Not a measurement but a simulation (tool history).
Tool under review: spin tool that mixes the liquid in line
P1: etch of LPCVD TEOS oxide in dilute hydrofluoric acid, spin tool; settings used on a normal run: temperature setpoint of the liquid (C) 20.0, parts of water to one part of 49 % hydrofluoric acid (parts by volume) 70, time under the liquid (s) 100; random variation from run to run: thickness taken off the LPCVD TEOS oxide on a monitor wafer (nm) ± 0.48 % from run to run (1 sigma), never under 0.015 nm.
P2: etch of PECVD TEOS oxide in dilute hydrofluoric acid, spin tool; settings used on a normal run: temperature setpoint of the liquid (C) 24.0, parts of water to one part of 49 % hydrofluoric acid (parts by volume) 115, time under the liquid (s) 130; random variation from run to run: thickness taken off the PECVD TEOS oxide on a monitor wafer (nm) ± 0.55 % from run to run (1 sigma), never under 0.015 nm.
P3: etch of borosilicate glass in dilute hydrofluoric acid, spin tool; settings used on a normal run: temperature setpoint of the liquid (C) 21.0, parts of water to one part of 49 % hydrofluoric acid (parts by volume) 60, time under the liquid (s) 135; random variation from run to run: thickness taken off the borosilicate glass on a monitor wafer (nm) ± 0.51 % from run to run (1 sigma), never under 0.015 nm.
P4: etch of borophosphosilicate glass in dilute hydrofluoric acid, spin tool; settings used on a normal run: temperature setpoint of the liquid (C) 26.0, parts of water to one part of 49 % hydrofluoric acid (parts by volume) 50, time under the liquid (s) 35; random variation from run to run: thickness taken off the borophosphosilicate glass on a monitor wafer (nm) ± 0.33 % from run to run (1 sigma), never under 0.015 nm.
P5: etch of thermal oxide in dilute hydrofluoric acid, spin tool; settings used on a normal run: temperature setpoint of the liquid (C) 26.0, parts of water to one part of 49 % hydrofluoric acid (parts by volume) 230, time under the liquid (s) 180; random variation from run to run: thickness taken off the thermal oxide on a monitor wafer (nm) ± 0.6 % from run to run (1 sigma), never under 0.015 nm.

run   hour  process that ran  temperature setpoint of the liquid (C)  parts of water to one part of 49 % hydrofluoric acid (parts by volume)  time under the liquid (s)  hours since the thermometer was replaced  hours since the hydrofluoric acid flow meter was replaced  thickness taken off the LPCVD TEOS oxide on a monitor wafer (nm)  thickness taken off the borophosphosilicate glass on a monitor wafer (nm)  thickness taken off the PECVD TEOS oxide on a monitor wafer (nm)  thickness taken off the borosilicate glass on a monitor wafer (nm)  thickness taken off the thermal oxide on a monitor wafer (nm)
  1    7.2                P1                                    20.0                                                                      70                        100                                    1678.8                                                     1096.7                                                           43.4000
  2   16.3                P4                                    21.0                                                                      50                         35                                    1687.9                                                     1105.8                                                                                                                                       41.336
  3   22.1                P2                                    24.0                                                                      40                        130                                    1693.7                                                     1111.6                                                                                                                                                                                                        96.5280
  4   26.4                P2                                    24.0                                                                     115                         30                                    1698.0                                                     1115.9                                                                                                                                                                                                         7.0263
  5   33.0                P4                                    26.0                                                                      50                         35                                    1704.6                                                     1122.5                                                                                                                                       51.385
  6   39.6                P1                                    20.0                                                                      70                        175                                    1711.2                                                     1129.1                                                           76.3740
  7   47.3                P1                                    20.0                                                                      70                        100                                    1718.9                                                     1136.8                                                           43.6300
  8   53.2                P3                                    21.0                                                                      60                         45                                    1724.8                                                     1142.7                                                                                                                                                                                                                                                                             16.711
  9   59.5                P3                                    21.0                                                                      60                        135                                    1731.1                                                     1149.0                                                                                                                                                                                                                                                                             50.240
 10   66.0                P3                                    21.0                                                                      90                        135                                    1737.6                                                     1155.5                                                                                                                                                                                                                                                                             32.583
 11   70.1                P4                                    26.0                                                                      50                         15                                    1741.7                                                     1159.6                                                                                                                                       21.744
 12   78.7                P5                                    26.0                                                                     230                        180                                    1750.3                                                     1168.2                                                                                                                                                                                                                                                                                                                                            3.4859
 13   84.8                P1                                    20.0                                                                     100                        100                                    1756.4                                                     1174.3                                                           29.2440
 14   90.2                P1                                    20.0                                                                      20                        100                                    1761.8                                                     1179.7                                                          161.6900
 15   98.1                P1                                    20.0                                                                      70                        100                                    1769.7                                                     1187.6                                                           43.5530
 16  105.4                P1                                    25.5                                                                      70                         25                                    1777.0                                                     1194.9                                                           13.5280
 17  109.7                P2                                    24.0                                                                     115                        130                                    1781.3                                                     1199.2                                                                                                                                                                                                        30.2380
 18  117.3                P5                                    26.0                                                                     230                         60                                    1788.9                                                     1206.8                                                                                                                                                                                                                                                                                                                                            1.1794
 19  123.3                P1                                    17.0                                                                      70                        100                                    1794.9                                                     1212.8                                                           38.5630
 20  128.4                P1                                    26.5                                                                      70                        100                                    1800.0                                                     1217.9                                                           56.2220
 21  137.4                P5                                    34.0                                                                     230                        180                                    1809.0                                                     1226.9                                                                                                                                                                                                                                                                                                                                            4.6174
 22  144.4                P1                                    20.0                                                                      30                         50                                    1816.0                                                     1233.9                                                           52.6060
 23  148.4                P1                                    20.0                                                                      70                        100                                    1820.0                                                     1237.9                                                           43.4350
 24  153.4                P4                                    26.0                                                                      75                         35                                    1825.0                                                     1242.9                                                                                                                                       32.783
 25  159.6                P1                                    20.0                                                                      70                        100                                    1831.2                                                     1249.1                                                           42.9440
 26  167.2                P5                                    26.0                                                                     410                        180                                    1838.8                                                     1256.7                                                                                                                                                                                                                                                                                                                                            1.6732
     167.9  -- thermometer replaced
 27  174.0                P2                                    24.0                                                                     115                        130                                       6.1                                                     1263.5                                                                                                                                                                                                        30.2050
 28  178.0                P2                                    29.0                                                                     115                        130                                      10.1                                                     1267.5                                                                                                                                                                                                        36.7690
 29  185.6                P4                                    26.0                                                                      50                         35                                      17.7                                                     1275.1                                                                                                                                       50.988
 30  194.2                P1                                    20.0                                                                      70                         15                                      26.3                                                     1283.7                                                            6.5582
 31  199.0                P1                                    20.0                                                                      70                        100                                      31.1                                                     1288.5                                                           43.4010
 32  206.6                P3                                    17.0                                                                      60                        135                                      38.7                                                     1296.1                                                                                                                                                                                                                                                                             42.295
 33  213.9                P1                                    20.0                                                                      70                        100                                      46.0                                                     1303.4                                                           42.9820
 34  219.8                P1                                    20.0                                                                      70                        100                                      51.9                                                     1309.3                                                           44.6010
 35  228.7                P1                                    20.0                                                                      70                        100                                      60.8                                                     1318.2                                                           45.9490
 36  236.4                P1                                    20.0                                                                      70                        100                                      68.5                                                     1325.9                                                           46.4880
 37  241.8                P1                                    20.0                                                                      70                        100                                      73.9                                                     1331.3                                                           46.5320
 38  246.6                P1                                    20.0                                                                      70                        100                                      78.7                                                     1336.1                                                           46.9480
 39  254.4                P1                                    20.0                                                                      70                        100                                      86.5                                                     1343.9                                                           47.2460
 40  260.6                P1                                    20.0                                                                      70                        100                                      92.7                                                     1350.1                                                           46.6290

What P1 gives has crept off from where it sat before. The 2 causes that follow fit the log equally well, each at the size noted:
A: liquid hotter than its thermometer reads (K) = 1.84
B: hydrofluoric acid flow above the setpoint (%) = 7.32
The gradual shift began around hour 213.9.

Which of the 4 check runs listed below, each an average over 3 wafers with its results shown as question marks, gives clearly different results under the different listed causes?
check 1  266.8                P3                                    17.0                                                                      60                         55                                                                                                                                                                                                                                                                                                                                                                                       ?
check 2  266.8                P4                                    26.0                                                                      50                         20                                                                                                                                                                                                                                                 ?
check 3  266.8                P5                                    34.0                                                                     230                        180                                                                                                                                                                                                                                                                                                                                                                                                                                                      ?
check 4  266.8                P2                                    27.0                                                                      40                        130                                                                                                                                                                                                                                                                                                                   ?

Expected result of each check under each candidate cause:
  check                                                                     result      if A      if B
check 1         thickness taken off the borosilicate glass on a monitor wafer (nm)    18.706    18.635
check 2  thickness taken off the borophosphosilicate glass on a monitor wafer (nm)    31.339    31.383
check 3              thickness taken off the thermal oxide on a monitor wafer (nm)    4.8993    5.0603
check 4           thickness taken off the PECVD TEOS oxide on a monitor wafer (nm)  117.5000  117.5600
Per check, the gap between the least separated pair of causes, taken in the result that splits them most: check 1 0.38 %; check 2 0.14 %; check 3 3.23 %; check 4 0.06 %
Of the check runs offered, only check 3 discriminates between the causes; the rest would read about the same regardless of which cause applies.

Check 3 was then run and gave: thickness taken off the thermal oxide on a monitor wafer (nm) 4.9032. Which cause is it?

Of the candidate causes, it is A: liquid hotter than its thermometer reads (K).
